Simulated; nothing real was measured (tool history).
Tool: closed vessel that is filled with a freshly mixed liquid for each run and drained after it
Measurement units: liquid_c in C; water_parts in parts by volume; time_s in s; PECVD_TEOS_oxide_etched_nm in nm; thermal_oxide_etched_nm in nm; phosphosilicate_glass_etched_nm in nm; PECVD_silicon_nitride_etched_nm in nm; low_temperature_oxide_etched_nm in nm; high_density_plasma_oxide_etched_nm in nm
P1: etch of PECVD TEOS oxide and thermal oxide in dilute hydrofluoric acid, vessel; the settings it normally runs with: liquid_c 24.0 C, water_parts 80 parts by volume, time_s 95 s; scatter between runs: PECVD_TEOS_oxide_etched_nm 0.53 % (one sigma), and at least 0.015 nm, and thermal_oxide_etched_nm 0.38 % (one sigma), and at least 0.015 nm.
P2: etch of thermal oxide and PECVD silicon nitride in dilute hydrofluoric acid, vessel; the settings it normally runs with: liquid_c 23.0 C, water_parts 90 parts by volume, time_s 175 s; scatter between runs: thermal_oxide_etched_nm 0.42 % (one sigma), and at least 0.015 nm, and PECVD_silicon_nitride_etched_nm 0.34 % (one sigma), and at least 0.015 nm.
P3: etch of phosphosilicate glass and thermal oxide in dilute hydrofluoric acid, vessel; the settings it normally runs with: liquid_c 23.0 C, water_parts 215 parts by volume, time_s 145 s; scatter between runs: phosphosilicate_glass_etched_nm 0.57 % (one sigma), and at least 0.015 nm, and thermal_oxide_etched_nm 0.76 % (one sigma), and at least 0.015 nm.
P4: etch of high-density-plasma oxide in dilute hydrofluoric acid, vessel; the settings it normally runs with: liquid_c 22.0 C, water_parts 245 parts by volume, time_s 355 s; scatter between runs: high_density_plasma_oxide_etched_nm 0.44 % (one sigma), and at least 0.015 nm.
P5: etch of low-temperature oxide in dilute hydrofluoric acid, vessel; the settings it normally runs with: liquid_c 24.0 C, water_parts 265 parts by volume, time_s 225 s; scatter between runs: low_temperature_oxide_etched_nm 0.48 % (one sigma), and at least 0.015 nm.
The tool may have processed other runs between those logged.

run	day	process	liquid_c	water_parts	time_s	PECVD_TEOS_oxide_etched_nm	thermal_oxide_etched_nm	phosphosilicate_glass_etched_nm	PECVD_silicon_nitride_etched_nm	low_temperature_oxide_etched_nm	high_density_plasma_oxide_etched_nm
1	0.442	P1	24.0	80	95	19.0760	5.6592				
2	0.958	P3	23.0	215	145		2.6489	34.168			
3	1.588	P3	23.0	215	280		5.1557	65.863			
4	2.275	P1	24.0	80	95	19.0700	5.6019				
5	2.604	P3	23.0	45	145		15.3580	197.930			
6	3.271	P1	28.5	20	95	99.5630	29.3210				
7	3.708	P1	24.0	40	95	40.2800	11.8600				
8	4.417	P1	24.0	80	95	19.0600	5.6366				
9	5.100	P2	23.0	90	30		1.5897		1.6167		
10	5.804	P5	24.0	265	225					15.607	
11	6.238	P4	29.5	245	355						10.9170
12	6.858	P3	28.0	215	145		3.2135	41.231			
13	7.571	P5	24.0	265	450					31.364	
14	7.975	P5	24.0	120	225					40.381	
15	8.392	P1	30.5	80	95	24.6990	7.2380				
16	8.758	P4	22.0	65	355						38.3450
17	9.208	P2	17.0	90	175		7.2719		6.3489		
18	9.658	P1	24.0	80	145	29.0510	8.5190				
19	10.021	P1	24.0	125	95	11.5500	3.3788				
20	10.696	P1	24.0	80	95	19.2980	5.6324				
21	11.333	P1	24.0	80	95	19.1680	5.5736				
22	11.996	P1	17.0	80	95	14.2580	4.2312				
23	12.421	P5	30.5	265	225					19.591	
24	12.788	P1	24.0	80	95	19.0480	5.6024				
25	13.275	P5	24.0	265	225					15.682	
26	13.817	P1	24.0	80	95	19.3260	5.6349				
27	14.400	P2	23.0	90	175		9.2831		9.5246		
28	14.721	P2	23.0	45	175		19.6930		18.8770		
29	15.146	P4	22.0	245	695						16.4080
30	15.775	P4	22.0	245	355						8.4429
31	16.379	P3	23.0	215	145		2.6104	33.848			
32	16.921	P1	24.0	80	40	8.0379	2.3600				
33	17.596	P1	24.0	80	95	19.0630	5.6303				
34	18.054	P1	24.0	80	95	18.6220	5.4732				
35	18.496	P1	24.0	80	95	18.2380	5.3620				
36	19.183	P1	24.0	80	95	17.8100	5.2338				
37	19.717	P1	24.0	80	95	17.7890	5.2097				
38	20.129	P1	24.0	80	95	17.6240	5.1781				
39	20.767	P1	24.0	80	95	17.5840	5.1114				
40	21.171	P1	24.0	80	95	17.3760	5.1000				
41	21.854	P1	24.0	80	95	17.3560	5.0862				
42	22.538	P1	24.0	80	95	17.3410	5.1069				
43	23.229	P1	24.0	80	95	17.2380	5.0837				

Compared with where it was, what P1 gives has crept away. Each cause listed below fits the log as well as the rest, at the size given for it:
A: hydrofluoric acid flow below the setpoint (%) = 8.38
B: liquid colder than its thermometer reads (K) = 2.39
Creep in the process output first set in at about day 17.596.

Of the 4 check runs listed below, each run on one wafer and each result written as a question mark, which would let you distinguish the listed causes because they would give clearly different results?
check 1	23.921	P4	27.5	125	355						?
check 2	23.921	P3	23.0	45	145		?	?			
check 3	23.921	P2	23.0	90	30		?		?		
check 4	23.921	P5	24.0	130	395					?	

What every check run would give for each of its results, assuming each possible cause in turn:
check	result	if A	if B
check 1	high_density_plasma_oxide_etched_nm	20.8760	21.1090
check 2	thermal_oxide_etched_nm	14.0710	13.9660
check 2	phosphosilicate_glass_etched_nm	181.320	179.970
check 3	thermal_oxide_etched_nm	1.4506	1.4509
check 3	PECVD_silicon_nitride_etched_nm	1.5013	1.3930
check 4	low_temperature_oxide_etched_nm	58.580	59.029
Separation of the two closest causes in each check, using whichever result separates them best: check 1 1.11 %; check 2 0.75 %; check 3 7.49 %; check 4 0.76 %
Only check 3 tells the causes apart: in the others they would give nearly the same result.

The results of check 3 are: thermal_oxide_etched_nm 1.4596 nm; PECVD_silicon_nitride_etched_nm 1.4019 nm. Based on these, which of the listed causes is it?

The correct cause is B, namely: liquid colder than its thermometer reads (K).
